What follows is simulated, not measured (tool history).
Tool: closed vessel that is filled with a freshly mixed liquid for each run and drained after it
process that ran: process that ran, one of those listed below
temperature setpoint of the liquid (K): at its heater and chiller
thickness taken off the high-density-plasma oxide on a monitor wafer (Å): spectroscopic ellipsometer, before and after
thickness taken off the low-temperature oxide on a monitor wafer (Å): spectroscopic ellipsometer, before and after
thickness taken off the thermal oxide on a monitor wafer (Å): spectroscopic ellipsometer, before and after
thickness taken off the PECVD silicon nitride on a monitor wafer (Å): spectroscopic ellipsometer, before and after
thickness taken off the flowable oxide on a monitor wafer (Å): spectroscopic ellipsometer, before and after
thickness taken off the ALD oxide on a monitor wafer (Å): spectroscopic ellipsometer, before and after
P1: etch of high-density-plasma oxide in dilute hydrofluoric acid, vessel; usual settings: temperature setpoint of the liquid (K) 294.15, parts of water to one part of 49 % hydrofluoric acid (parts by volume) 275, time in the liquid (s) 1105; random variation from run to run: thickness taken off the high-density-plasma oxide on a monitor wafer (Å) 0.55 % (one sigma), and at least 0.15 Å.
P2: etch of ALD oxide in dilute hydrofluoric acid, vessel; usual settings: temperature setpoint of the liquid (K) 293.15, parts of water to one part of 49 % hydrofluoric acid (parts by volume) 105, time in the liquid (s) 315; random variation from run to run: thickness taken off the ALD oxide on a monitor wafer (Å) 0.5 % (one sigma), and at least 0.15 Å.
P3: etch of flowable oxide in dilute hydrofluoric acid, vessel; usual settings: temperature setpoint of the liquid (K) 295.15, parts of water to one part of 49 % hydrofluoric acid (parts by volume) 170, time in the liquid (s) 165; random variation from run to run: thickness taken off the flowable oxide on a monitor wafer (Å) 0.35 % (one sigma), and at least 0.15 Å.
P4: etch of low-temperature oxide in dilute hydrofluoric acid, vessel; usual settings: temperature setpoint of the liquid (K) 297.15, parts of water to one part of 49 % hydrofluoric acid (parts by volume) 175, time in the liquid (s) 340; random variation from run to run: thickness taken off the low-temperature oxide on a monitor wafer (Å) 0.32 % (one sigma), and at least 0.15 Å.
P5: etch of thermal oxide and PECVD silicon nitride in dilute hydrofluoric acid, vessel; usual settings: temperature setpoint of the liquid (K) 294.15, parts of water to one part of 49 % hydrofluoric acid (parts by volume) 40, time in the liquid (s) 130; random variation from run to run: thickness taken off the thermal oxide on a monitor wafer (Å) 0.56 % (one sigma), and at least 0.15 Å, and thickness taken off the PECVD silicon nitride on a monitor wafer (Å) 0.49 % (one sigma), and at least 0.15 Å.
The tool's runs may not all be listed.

run,hour,process that ran,temperature setpoint of the liquid (K),parts of water to one part of 49 % hydrofluoric acid (parts by volume),time in the liquid (s),hours since the thermometer was replaced,hours since the hydrofluoric acid flow meter was replaced,thickness taken off the high-density-plasma oxide on a monitor wafer (Å),thickness taken off the low-temperature oxide on a monitor wafer (Å),thickness taken off the thermal oxide on a monitor wafer (Å),thickness taken off the PECVD silicon nitride on a monitor wafer (Å),thickness taken off the flowable oxide on a monitor wafer (Å),thickness taken off the ALD oxide on a monitor wafer (Å)
1,11.4,P1,294.15,275,1105,367.7,423.7,332.97,,,,,
2,18.6,P1,294.15,275,1105,374.9,430.9,331.69,,,,,
3,33.9,P4,297.15,295,340,390.2,446.2,,155.21,,,,
4,43.4,P1,294.15,275,1105,399.7,455.7,333.2,,,,,
5,57.6,P5,294.15,25,130,413.9,469.9,,,239.41,194.61,,
6,68.6,P3,295.15,300,165,424.9,480.9,,,,,203.82,
7,75.7,P2,293.15,105,315,432,488,,,,,,460.17
8,84.8,P1,294.15,275,1105,441.1,497.1,333.69,,,,,
9,92.3,P1,298.65,275,280,448.6,504.6,98.426,,,,,
10,101.9,P4,291.15,175,340,458.2,514.2,,235.55,,,,
11,114.3,P1,294.15,275,390,470.6,526.6,117.83,,,,,
12,125.5,P2,293.15,185,315,481.8,537.8,,,,,,239.64
13,136.5,P3,302.15,170,165,492.8,548.8,,,,,529.67,
14,146,P1,294.15,115,1105,502.3,558.3,930.27,,,,,
15,160.9,P5,290.15,40,130,517.2,573.2,,,123.98,93.298,,
16,175.3,P3,295.15,170,165,531.6,587.6,,,,,409.45,
17,186.6,P5,294.15,40,130,542.9,598.9,,,146.72,123.63,,
18,201.5,P1,294.15,275,2190,557.8,613.8,648.84,,,,,
19,215.1,P1,300.65,275,1105,571.4,627.4,418.23,,,,,
20,229.2,P5,294.15,40,205,585.5,641.5,,,233.69,196.15,,
21,241.4,P4,297.15,175,680,597.7,653.7,,594.7,,,,
22,249.9,P4,297.15,175,340,606.2,662.2,,296.91,,,,
23,262.3,P2,297.15,105,315,618.6,674.6,,,,,,540.94
24,276.4,P1,290.15,275,1105,632.7,688.7,287.37,,,,,
25,287.6,P2,293.15,105,595,643.9,699.9,,,,,,871.32
26,300.5,P1,294.15,445,1105,656.8,712.8,176.54,,,,,
27,313,P3,295.15,170,330,669.3,725.3,,,,,811.51,
28,328.8,P1,294.15,275,1105,685.1,741.1,329.43,,,,,
29,344.8,P2,293.15,105,315,701.1,757.1,,,,,,466
30,352.6,P1,294.15,275,1105,708.9,764.9,332.1,,,,,

The next listed run, before its measurement:
31,366.8,P1,294.15,275,1105,723.1,779.1,?,,,,,

Run 31 gave thickness taken off the high-density-plasma oxide on a monitor wafer (Å) 340.89.

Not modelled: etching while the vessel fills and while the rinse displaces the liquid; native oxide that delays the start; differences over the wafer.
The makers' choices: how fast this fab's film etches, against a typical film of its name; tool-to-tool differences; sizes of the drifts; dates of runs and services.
